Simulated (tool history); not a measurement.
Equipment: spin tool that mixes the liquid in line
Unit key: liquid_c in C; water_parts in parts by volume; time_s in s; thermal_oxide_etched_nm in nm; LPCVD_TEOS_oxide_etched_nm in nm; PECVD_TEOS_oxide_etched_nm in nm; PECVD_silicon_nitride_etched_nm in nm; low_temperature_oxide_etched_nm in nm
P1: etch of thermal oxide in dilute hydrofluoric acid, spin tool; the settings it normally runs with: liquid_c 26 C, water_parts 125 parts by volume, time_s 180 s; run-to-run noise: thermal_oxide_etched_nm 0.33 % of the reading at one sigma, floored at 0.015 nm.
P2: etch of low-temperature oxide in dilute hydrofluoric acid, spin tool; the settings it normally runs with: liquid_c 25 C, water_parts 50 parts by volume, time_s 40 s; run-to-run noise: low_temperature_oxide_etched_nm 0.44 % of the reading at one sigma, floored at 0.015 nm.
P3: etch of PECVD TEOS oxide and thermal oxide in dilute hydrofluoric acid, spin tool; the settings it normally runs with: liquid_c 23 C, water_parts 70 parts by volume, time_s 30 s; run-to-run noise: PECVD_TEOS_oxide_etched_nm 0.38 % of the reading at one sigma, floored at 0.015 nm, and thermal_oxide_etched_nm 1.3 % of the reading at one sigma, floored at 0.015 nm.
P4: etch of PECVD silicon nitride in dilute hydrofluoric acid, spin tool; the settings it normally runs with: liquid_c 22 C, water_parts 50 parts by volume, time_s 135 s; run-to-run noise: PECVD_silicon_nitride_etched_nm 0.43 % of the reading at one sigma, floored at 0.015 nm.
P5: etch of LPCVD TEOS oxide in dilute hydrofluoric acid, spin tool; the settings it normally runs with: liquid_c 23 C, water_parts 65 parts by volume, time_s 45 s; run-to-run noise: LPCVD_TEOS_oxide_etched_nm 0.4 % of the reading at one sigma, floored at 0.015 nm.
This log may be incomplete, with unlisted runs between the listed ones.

run     day  process  liquid_c  water_parts  time_s  thermal_oxide_etched_nm  LPCVD_TEOS_oxide_etched_nm  PECVD_TEOS_oxide_etched_nm  PECVD_silicon_nitride_etched_nm  low_temperature_oxide_etched_nm
  1   0.588       P1        26          125     180                   7.3161
  2   0.925       P5        23           65      75                                               64.794
  3   1.375       P3        23           70      15                   1.0532                                                  3.7409
  4   1.762       P3        23           25      30                   6.2201                                                   22.16
  5   2.233       P4        22           50      50                                                                                                            1.7698
  6    2.55       P2        25           20      40                                                                                                                                             26.788
  7   3.008       P1        26          125     325                   13.215
  8   3.421       P1        26          125     180                   7.2926
  9   3.846       P1      19.5          195     180                   3.3527
 10   4.388       P5        18           65      45                                               31.518
 11   5.025       P1        26          125     180                   7.2758
 12   5.354       P1        26          125     180                   7.2801
 13   5.733       P1        26           35     180                   29.337
 14    6.25       P1        18          125     180                   5.2921
 15   6.608       P3      27.5           70      30                   2.5185                                                  8.8864
 16   7.183       P2        25           50      40                                                                                                                                             10.463
 17   7.617       P5        23           20      45                                               133.48
 18   8.275       P1        33          125     180                   9.4545
 19   8.975       P1        26          125      15                  0.61694
 20   9.692       P2        25           50      40                                                                                                                                             10.388
 21  10.062       P2      20.5           50      40                                                                                                                                              8.634
 22  10.629       P1        26          125     180                   7.2905
 23  11.146       P4      29.5           50     135                                                                                                            7.8643
 24  11.646       P4        22           50     135                                                                                                             4.731
 25  12.129       P3        23           70      30                   2.1023                                                  7.4282
 26  12.525       P4        22           80     135                                                                                                            2.9764
 27  13.042       P2        25           50      60                                                                                                                                              15.67
 28  13.633       P5        23           65      45                                               38.934
 29  14.354       P1        26          185     180                   4.5837
 30  14.908       P1        26          125     180                   7.2906
 31  15.296       P1        26          125     180                   7.1178
 32  15.746       P1        26          125     180                   6.9872
 33  16.271       P1        26          125     180                   6.8901
 34  16.771       P1        26          125     180                   6.8192
 35  17.358       P1        26          125     180                   6.8412
 36  17.925       P1        26          125     180                   6.7672
 37  18.321       P1        26          125     180                   6.7808
 38  18.933       P1        26          125     180                   6.7723
 39  19.333       P1        26          125     180                    6.794

Something has made what P1 gives creep away from where it was; the 2 causes below, each at its own stated size, fit the log equally well:
A: liquid colder than its thermometer reads (K) = 1.88
B: hydrofluoric acid flow below the setpoint (%) = 6.05
The gradual shift began around day 14.908.

Each of the 4 check runs below uses one wafer; its results are left as question marks. Which run tells the causes apart?
check 1  19.733       P5        23           65      45                                                    ?
check 2  19.733       P3        23           70      30                        ?                                                       ?
check 3  19.733       P2        25           50      40                                                                                                                                                  ?
check 4  19.733       P4        22           50     135                                                                                                                 ?

Predicted outcomes, by check and by cause:
  check                           result    if A    if B
check 1       LPCVD_TEOS_oxide_etched_nm  36.075  36.435
check 2          thermal_oxide_etched_nm   1.954  1.9723
check 2       PECVD_TEOS_oxide_etched_nm  6.8933  6.9579
check 3  low_temperature_oxide_etched_nm  9.6093  9.7112
check 4  PECVD_silicon_nitride_etched_nm  4.1911  4.4891
How far apart the two closest causes lie, in the result that separates them most: check 1 0.99 %; check 2 0.93 %; check 3 1.06 %; check 4 6.87 %
Only check 4 tells the causes apart: in the others they would give nearly the same result.

With check 4 done, the readings were: PECVD_silicon_nitride_etched_nm 4.1743 nm. Identify which of the listed causes applies.

A is the cause: liquid colder than its thermometer reads (K).
